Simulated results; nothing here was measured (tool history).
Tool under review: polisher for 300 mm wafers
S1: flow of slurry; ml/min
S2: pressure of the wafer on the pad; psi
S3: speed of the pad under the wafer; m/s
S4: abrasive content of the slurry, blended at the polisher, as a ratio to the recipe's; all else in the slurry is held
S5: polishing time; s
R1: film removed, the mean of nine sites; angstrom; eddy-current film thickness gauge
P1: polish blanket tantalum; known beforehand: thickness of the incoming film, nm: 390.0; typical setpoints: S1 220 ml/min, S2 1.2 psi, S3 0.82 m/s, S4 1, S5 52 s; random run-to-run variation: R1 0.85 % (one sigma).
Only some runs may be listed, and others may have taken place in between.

Run 1, day 0.271: S1 220 ml/min, S2 1.2 psi, S3 0.82 m/s, S4 1, S5 52 s. Result: R1 449.81 angstrom.
Run 2, day 0.554: S1 220 ml/min, S2 1.2 psi, S3 0.56 m/s, S4 1, S5 52 s. Result: R1 312.38 angstrom.
Run 3, day 0.962: S1 220 ml/min, S2 1.2 psi, S3 0.82 m/s, S4 1.3, S5 52 s. Result: R1 484.19 angstrom.
Run 4, day 1.246: S1 170 ml/min, S2 1.6 psi, S3 0.82 m/s, S4 1, S5 52 s. Result: R1 586.26 angstrom.
Run 5, day 1.617: S1 220 ml/min, S2 0.7 psi, S3 0.82 m/s, S4 1, S5 52 s. Result: R1 263.05 angstrom.
Run 6, day 1.883: S1 220 ml/min, S2 1.8 psi, S3 0.82 m/s, S4 1, S5 52 s. Result: R1 683.98 angstrom.
Run 7, day 2.125: S1 220 ml/min, S2 1.2 psi, S3 0.82 m/s, S4 1, S5 52 s. Result: R1 453.71 angstrom.
Run 8, day 2.429: S1 220 ml/min, S2 1.2 psi, S3 0.82 m/s, S4 1, S5 52 s. Result: R1 456.66 angstrom.
Run 9, day 2.712: S1 220 ml/min, S2 1.2 psi, S3 0.82 m/s, S4 0.6, S5 52 s. Result: R1 383.67 angstrom.
Run 10, day 2.925: S1 220 ml/min, S2 1.2 psi, S3 0.82 m/s, S4 1, S5 71 s. Result: R1 621.16 angstrom.
Run 11, day 3.242: S1 130 ml/min, S2 1.2 psi, S3 0.82 m/s, S4 1, S5 52 s. Result: R1 413.49 angstrom.
Run 12, day 3.496: S1 220 ml/min, S2 1.2 psi, S3 0.82 m/s, S4 1, S5 52 s. Result: R1 450.77 angstrom.
At day 3.838: head pressure recalibrated.
Run 13, day 3.971: S1 220 ml/min, S2 1.2 psi, S3 1.06 m/s, S4 1, S5 52 s. Result: R1 590.65 angstrom.
Run 14, day 4.438: S1 220 ml/min, S2 1.2 psi, S3 0.82 m/s, S4 1, S5 52 s. Result: R1 458.84 angstrom.
Run 15, day 4.729: S1 220 ml/min, S2 1.2 psi, S3 0.82 m/s, S4 1, S5 24 s. Result: R1 207.28 angstrom.
Run 16, day 5.121: S1 320 ml/min, S2 1.2 psi, S3 0.82 m/s, S4 1, S5 52 s. Result: R1 470.25 angstrom.
Run 17, day 5.358: S1 220 ml/min, S2 1.2 psi, S3 0.82 m/s, S4 1, S5 52 s. Result: R1 455.03 angstrom.
Run 18, day 5.604: S1 220 ml/min, S2 1.2 psi, S3 0.82 m/s, S4 1, S5 52 s. Result: R1 447.96 angstrom.
Run 19, day 5.829: S1 220 ml/min, S2 1.2 psi, S3 0.82 m/s, S4 1, S5 52 s. Result: R1 435.93 angstrom.
Run 20, day 6.079: S1 220 ml/min, S2 1.2 psi, S3 0.82 m/s, S4 1, S5 52 s. Result: R1 430.02 angstrom.
Run 21, day 6.346: S1 220 ml/min, S2 1.2 psi, S3 0.82 m/s, S4 1, S5 52 s. Result: R1 424.51 angstrom.
Run 22, day 6.738: S1 220 ml/min, S2 1.2 psi, S3 0.82 m/s, S4 1, S5 52 s. Result: R1 413.44 angstrom.
At day 7: worn pad replaced by a new one.
Run 23, day 7.146: S1 220 ml/min, S2 1.2 psi, S3 0.82 m/s, S4 1, S5 52 s. Result: R1 406.31 angstrom.
At day 7.171: slurry nozzle cleaned.
Run 24, day 7.454: S1 220 ml/min, S2 1.2 psi, S3 0.82 m/s, S4 1, S5 52 s. Result: R1 406.74 angstrom.
Run 25, day 7.758: S1 220 ml/min, S2 1.2 psi, S3 0.82 m/s, S4 1, S5 52 s. Result: R1 405.91 angstrom.
Run 26, day 8.079: S1 220 ml/min, S2 1.2 psi, S3 0.82 m/s, S4 1, S5 52 s. Result: R1 406.06 angstrom.
Run 27, day 8.425: S1 220 ml/min, S2 1.2 psi, S3 0.82 m/s, S4 1, S5 52 s. Result: R1 405.38 angstrom.
Run 28, day 8.862: S1 220 ml/min, S2 1.2 psi, S3 0.82 m/s, S4 1, S5 52 s. Result: R1 394.34 angstrom.

The output of P1 has drifted from where it used to be. Each of the 2 causes below, taken at the size shown beside it, accounts for the log equally well:
A: head's pressure below its setpoint, % = 11.2
B: abrasive missing from the slurry, % = 30.7
The onset of the drift is placed at about day 5.358.
Why every other cause is out:
removal rate lost through wear of the pad, %: serviced after onset, at day 7, with no recovery of the prior output
slurry flow missing at the pad, %: serviced after onset, at day 7.171, with no recovery of the prior output

Of the 4 check runs below, each run on 3 wafers with the results averaged and each result still a question mark, which one would tell the listed causes apart?
Run check 1, day 9.3: S1 220 ml/min, S2 1.5 psi, S3 0.82 m/s, S4 1, S5 52 s. Result: R1 ?.
Run check 2, day 9.3: S1 280 ml/min, S2 1.2 psi, S3 0.82 m/s, S4 0.65, S5 52 s. Result: R1 ?.
Run check 3, day 9.3: S1 265 ml/min, S2 1 psi, S3 0.82 m/s, S4 1, S5 52 s. Result: R1 ?.
Run check 4, day 9.3: S1 220 ml/min, S2 1.2 psi, S3 0.62 m/s, S4 1, S5 52 s. Result: R1 ?.

Predicted outcomes, by check and by cause:
  check  result    if A    if B
check 1      R1  505.24  505.04
check 2      R1  359.51   346.4
check 3      R1  343.82  343.68
check 4      R1  305.61  305.49
Per check, the gap between the least separated pair of causes, taken in the result that splits them most: check 1 0.04 %; check 2 3.72 %; check 3 0.04 %; check 4 0.04 %
Check 2 is the one run that separates the causes; every other check would come out nearly the same whichever cause is at work.

Check 2 has now been run. It gave: R1 347.52 angstrom. Which of the candidate causes is it?

Of the candidate causes, it is B: abrasive missing from the slurry, %.

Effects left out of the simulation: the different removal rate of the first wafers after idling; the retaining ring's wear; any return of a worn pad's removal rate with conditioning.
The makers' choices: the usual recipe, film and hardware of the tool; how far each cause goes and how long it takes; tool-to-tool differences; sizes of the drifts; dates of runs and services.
